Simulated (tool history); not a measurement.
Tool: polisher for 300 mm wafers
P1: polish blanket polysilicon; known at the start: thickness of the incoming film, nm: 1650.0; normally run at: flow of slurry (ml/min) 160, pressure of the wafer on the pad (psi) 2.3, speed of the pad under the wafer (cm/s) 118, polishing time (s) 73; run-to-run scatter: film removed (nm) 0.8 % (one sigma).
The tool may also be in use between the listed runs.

| run | hour | flow of slurry (ml/min) | pressure of the wafer on the pad (psi) | speed of the pad under the wafer (cm/s) | polishing time (s) | wafers polished on this pad | hours since the slurry nozzle was cleaned | hours since the head pressure was calibrated | film removed (nm) |
|---|---|---|---|---|---|---|---|---|---|
| 1 | 15.5 | 160 | 2.3 | 118 | 73 | 462 | 477.8 | 916.5 | 515.49 |
| 2 | 30.4 | 160 | 2.3 | 118 | 73 | 692 | 492.7 | 931.4 | 516.15 |
| 3 | 46.2 | 160 | 2.3 | 74 | 42 | 935 | 508.5 | 947.2 | 186.36 |
| 4 | 55.7 | 160 | 2.3 | 118 | 73 | 1081 | 518 | 956.7 | 515.43 |
|  | 59.7 | head pressure recalibrated |
| 5 | 66.9 | 160 | 2.3 | 118 | 73 | 1254 | 529.2 | 7.3 | 520.92 |
| 6 | 83.4 | 200 | 2.3 | 118 | 73 | 1508 | 545.7 | 23.8 | 530.04 |
| 7 | 99.8 | 160 | 2.3 | 118 | 73 | 1760 | 562.1 | 40.2 | 516.18 |
| 8 | 109.2 | 160 | 2.3 | 118 | 73 | 1905 | 571.5 | 49.6 | 524.92 |
| 9 | 118.9 | 160 | 3 | 118 | 73 | 2054 | 581.2 | 59.3 | 666.23 |
| 10 | 130.9 | 160 | 1.3 | 118 | 39 | 2239 | 593.2 | 71.3 | 155 |
| 11 | 141.7 | 160 | 1 | 118 | 73 | 2405 | 604 | 82.1 | 223.28 |
| 12 | 157.2 | 160 | 2.3 | 118 | 116 | 2644 | 619.5 | 97.6 | 816.64 |
| 13 | 167.5 | 160 | 2.3 | 118 | 35 | 2803 | 629.8 | 107.9 | 248.25 |
| 14 | 180.6 | 160 | 2.3 | 68 | 73 | 3004 | 642.9 | 121 | 294.07 |
| 15 | 191.9 | 95 | 2.3 | 118 | 73 | 3178 | 654.2 | 132.3 | 458.67 |
| 16 | 203.5 | 160 | 2.3 | 182 | 73 | 3357 | 665.8 | 143.9 | 802.71 |
| 17 | 216 | 160 | 2.3 | 118 | 73 | 3549 | 678.3 | 156.4 | 517.88 |
| 18 | 226.1 | 160 | 2.3 | 118 | 73 | 3705 | 688.4 | 166.5 | 502.51 |
| 19 | 237.3 | 160 | 2.3 | 118 | 73 | 3877 | 699.6 | 177.7 | 497.32 |
| 20 | 245.9 | 160 | 2.3 | 118 | 73 | 4010 | 708.2 | 186.3 | 484.33 |
| 21 | 262.1 | 160 | 2.3 | 118 | 73 | 4259 | 724.4 | 202.5 | 477.31 |
|  | 263.2 | head pressure recalibrated |
| 22 | 273.7 | 160 | 2.3 | 118 | 73 | 4438 | 736 | 10.6 | 472.94 |
| 23 | 283.6 | 160 | 2.3 | 118 | 73 | 4590 | 745.9 | 20.5 | 477.06 |

What P1 gives has crept away from where it was. These 2 causes fit the log equally well, each at the size given:
A: slurry flow missing at the pad, % = 31.3
B: removal rate lost through wear of the pad, % = 7.02
The creep began at about hour 216.
Why every other cause is out:
head's pressure below its setpoint, %: serviced at hour 263.2, which brought nothing back

4 check runs are offered, each on 3 wafers whose results are averaged, their results left as question marks. Which one tells the causes apart?
| check 1 | 293.5 | 160 | 2.3 | 86 | 109 |  |  |  | ? |
| check 2 | 293.5 | 160 | 1.1 | 82 | 73 |  |  |  | ? |
| check 3 | 293.5 | 105 | 2.3 | 118 | 42 |  |  |  | ? |
| check 4 | 293.5 | 160 | 2.3 | 182 | 99 |  |  |  | ? |

What each check would give under each cause:
| check | result | if A | if B |
|---|---|---|---|
| check 1 | film removed (nm) | 522.92 | 522.97 |
| check 2 | film removed (nm) | 159.7 | 159.72 |
| check 3 | film removed (nm) | 246.05 | 254.32 |
| check 4 | film removed (nm) | 1005.1 | 1005.2 |
How far apart the two closest causes lie, in the result that separates them most: check 1 0.01 %; check 2 0.01 %; check 3 3.31 %; check 4 0.01 %
Check 3 tells the causes apart: in the others they would give nearly the same result.

Check 3 was then run and gave: film removed (nm) 246.69. Which cause is it?

It is A: slurry flow missing at the pad, %.
